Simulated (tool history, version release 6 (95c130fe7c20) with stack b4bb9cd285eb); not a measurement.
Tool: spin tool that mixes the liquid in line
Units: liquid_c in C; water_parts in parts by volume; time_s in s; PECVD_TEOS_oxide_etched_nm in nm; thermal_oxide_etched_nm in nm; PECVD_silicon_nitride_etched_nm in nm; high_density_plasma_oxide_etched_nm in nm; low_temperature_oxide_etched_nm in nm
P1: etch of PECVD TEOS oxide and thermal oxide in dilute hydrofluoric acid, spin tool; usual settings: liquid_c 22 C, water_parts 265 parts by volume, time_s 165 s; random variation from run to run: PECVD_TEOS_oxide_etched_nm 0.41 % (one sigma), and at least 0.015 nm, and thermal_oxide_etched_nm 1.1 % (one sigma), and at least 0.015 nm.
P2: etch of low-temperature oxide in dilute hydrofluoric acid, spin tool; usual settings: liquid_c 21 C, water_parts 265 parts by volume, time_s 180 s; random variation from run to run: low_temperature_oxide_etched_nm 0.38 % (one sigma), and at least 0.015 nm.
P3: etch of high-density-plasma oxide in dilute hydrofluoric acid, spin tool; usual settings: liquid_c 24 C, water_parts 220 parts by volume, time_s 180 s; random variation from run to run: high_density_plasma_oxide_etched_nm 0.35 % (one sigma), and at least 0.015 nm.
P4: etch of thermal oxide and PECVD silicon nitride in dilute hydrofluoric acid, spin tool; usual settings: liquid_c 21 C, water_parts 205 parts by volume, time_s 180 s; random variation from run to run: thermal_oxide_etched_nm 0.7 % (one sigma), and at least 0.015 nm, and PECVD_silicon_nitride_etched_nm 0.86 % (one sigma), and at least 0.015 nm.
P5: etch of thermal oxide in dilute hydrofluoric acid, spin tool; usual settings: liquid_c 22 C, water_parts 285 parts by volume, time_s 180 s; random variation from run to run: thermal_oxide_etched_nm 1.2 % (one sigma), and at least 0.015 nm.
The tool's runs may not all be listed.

run,hour,process,liquid_c,water_parts,time_s,hours since the thermometer was replaced,hours since the hydrofluoric acid flow meter was replaced,PECVD_TEOS_oxide_etched_nm,thermal_oxide_etched_nm,PECVD_silicon_nitride_etched_nm,high_density_plasma_oxide_etched_nm,low_temperature_oxide_etched_nm
1,14.4,P1,22,265,165,1058.6,888.9,8.8857,2.3338,,,
2,27.9,P1,22,265,165,1072.1,902.4,8.8656,2.3316,,,
3,39.7,P5,22,285,25,1083.9,914.2,,0.3251,,,
4,53.3,P1,27,355,165,1097.5,927.8,7.2190,1.8783,,,
5,66.1,P4,21,55,180,1110.3,940.6,,13.7620,10.763,,
6,81.0,P1,22,265,235,1125.2,955.5,12.6680,3.3213,,,
7,95.3,P3,24,220,70,1139.5,969.8,,,,2.9629,
8,103.2,P5,22,285,180,1147.4,977.7,,2.2284,,,
9,112.1,P2,21,95,180,1156.3,986.6,,,,,27.7170
10,121.4,P1,22,265,165,1165.6,995.9,8.8747,2.3960,,,
11,136.1,P1,22,110,165,1180.3,1010.6,25.2970,6.5925,,,
12,145.5,P1,22,435,270,1189.7,1020.0,7.6506,1.9748,,,
13,158.1,P1,22,265,90,1202.3,1032.6,4.8410,1.2944,,,
14,172.7,P1,22,430,165,1216.9,1047.2,4.7233,1.2448,,,
15,182.5,P5,18,285,180,1226.7,1057.0,,1.9848,,,
16,194.8,P1,17,265,165,1239.0,1069.3,7.4026,1.9745,,,
17,206.0,P3,24,220,180,1250.2,1080.5,,,,7.5689,
18,217.8,P2,17,265,180,1262.0,1092.3,,,,,7.2332
19,233.5,P1,22,265,165,1277.7,1108.0,8.9344,2.3485,,,
20,243.0,P1,22,265,165,1287.2,1117.5,8.8580,2.2654,,,
21,253.4,P1,22,265,165,1297.6,1127.9,8.8675,2.3572,,,
22,263.7,P3,17,220,180,1307.9,1138.2,,,,5.8404,
23,277.7,P2,21,265,180,1321.9,1152.2,,,,,8.3032
24,293.7,P3,24,220,180,1337.9,1168.2,,,,7.5663,
25,301.6,P5,22,95,180,1345.8,1176.1,,8.3233,,,

The next listed run, before its measurement:
26,313.3,P1,22,265,165,1357.5,1187.8,?,?,,,

PECVD_TEOS_oxide_etched_nm: 8.8620 nm
thermal_oxide_etched_nm: 2.3509 nm
